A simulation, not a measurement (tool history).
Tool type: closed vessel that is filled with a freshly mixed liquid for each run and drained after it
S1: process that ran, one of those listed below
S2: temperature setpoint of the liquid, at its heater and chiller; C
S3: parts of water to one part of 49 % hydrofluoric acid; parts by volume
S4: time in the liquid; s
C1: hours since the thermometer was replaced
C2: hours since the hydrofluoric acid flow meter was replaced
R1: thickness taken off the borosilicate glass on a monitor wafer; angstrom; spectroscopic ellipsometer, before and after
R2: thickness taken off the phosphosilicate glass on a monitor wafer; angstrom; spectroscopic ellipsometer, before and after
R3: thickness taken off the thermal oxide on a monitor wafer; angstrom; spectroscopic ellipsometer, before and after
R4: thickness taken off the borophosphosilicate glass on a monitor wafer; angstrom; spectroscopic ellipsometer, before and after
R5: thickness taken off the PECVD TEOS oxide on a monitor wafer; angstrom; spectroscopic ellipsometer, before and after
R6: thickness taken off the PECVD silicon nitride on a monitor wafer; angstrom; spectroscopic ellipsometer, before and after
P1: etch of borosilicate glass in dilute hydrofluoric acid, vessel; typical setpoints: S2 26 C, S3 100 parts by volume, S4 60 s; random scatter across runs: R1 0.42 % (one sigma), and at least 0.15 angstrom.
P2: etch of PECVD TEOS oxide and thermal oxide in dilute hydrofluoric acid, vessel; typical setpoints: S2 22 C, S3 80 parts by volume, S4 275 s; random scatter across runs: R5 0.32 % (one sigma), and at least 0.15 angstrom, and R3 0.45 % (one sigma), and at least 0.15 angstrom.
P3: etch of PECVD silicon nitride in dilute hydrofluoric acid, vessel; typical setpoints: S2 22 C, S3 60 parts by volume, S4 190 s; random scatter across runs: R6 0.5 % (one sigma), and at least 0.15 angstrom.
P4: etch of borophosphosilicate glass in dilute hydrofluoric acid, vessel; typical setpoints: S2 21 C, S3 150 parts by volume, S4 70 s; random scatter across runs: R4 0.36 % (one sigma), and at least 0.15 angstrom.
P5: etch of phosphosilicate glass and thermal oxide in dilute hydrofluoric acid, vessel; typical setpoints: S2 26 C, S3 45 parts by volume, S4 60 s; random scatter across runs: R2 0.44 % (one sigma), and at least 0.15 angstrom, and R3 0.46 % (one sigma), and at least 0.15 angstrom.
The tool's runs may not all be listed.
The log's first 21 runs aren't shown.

run   hour  S1    S2   S3   S4     C1      C2      R1      R2      R3      R4  R5      R6
 22  264.5  P1  20.5  100   30   33.2  1896.5  78.218
 23  273.7  P5    26   45   30   42.4  1905.7          462.77  35.486
 24  286.6  P1    26  100   60   55.3  1918.6  192.77
 25  300.2  P1    26  100   60   68.9  1932.2  193.82
 26  309.9  P1  20.5  100   60   78.6  1941.9  154.39
 27  319.9  P4    21  150   70   88.6  1951.9                          160.76
 28  328.7  P3    22   60  105   97.4  1960.7                                       67.08
 29  345.2  P5    26   30   60  113.9  1977.2            1435  108.14
 30  358.2  P3  29.5   60  190  126.9  1990.2                                      199.59
 31  371.6  P1    26  100   60  140.3  2003.6  192.53
 32  379.4  P1    26  100   60  148.1  2011.4  191.45
 33  387.6  P1    26  100   60  156.3  2019.6  187.67
 34  400.8  P1    26  100   60  169.5  2032.8  185.71
 35  417.5  P1    26  100   60  186.2  2049.5  185.44
 36  431.1  P1    26  100   60  199.8  2063.1  183.57
 37  438.5  P1    26  100   60  207.2  2070.5   183.6
 38  446.2  P1    26  100   60  214.9  2078.2  183.22
 39  463.2  P1    26  100   60  231.9  2095.2  182.61
 40  478.5  P1    26  100   60  247.2  2110.5  182.41

Predict the results of run 41:
 41  492.8  P1  26  100  60  261.5  2124.8   ?

R1: 181.92 angstrom

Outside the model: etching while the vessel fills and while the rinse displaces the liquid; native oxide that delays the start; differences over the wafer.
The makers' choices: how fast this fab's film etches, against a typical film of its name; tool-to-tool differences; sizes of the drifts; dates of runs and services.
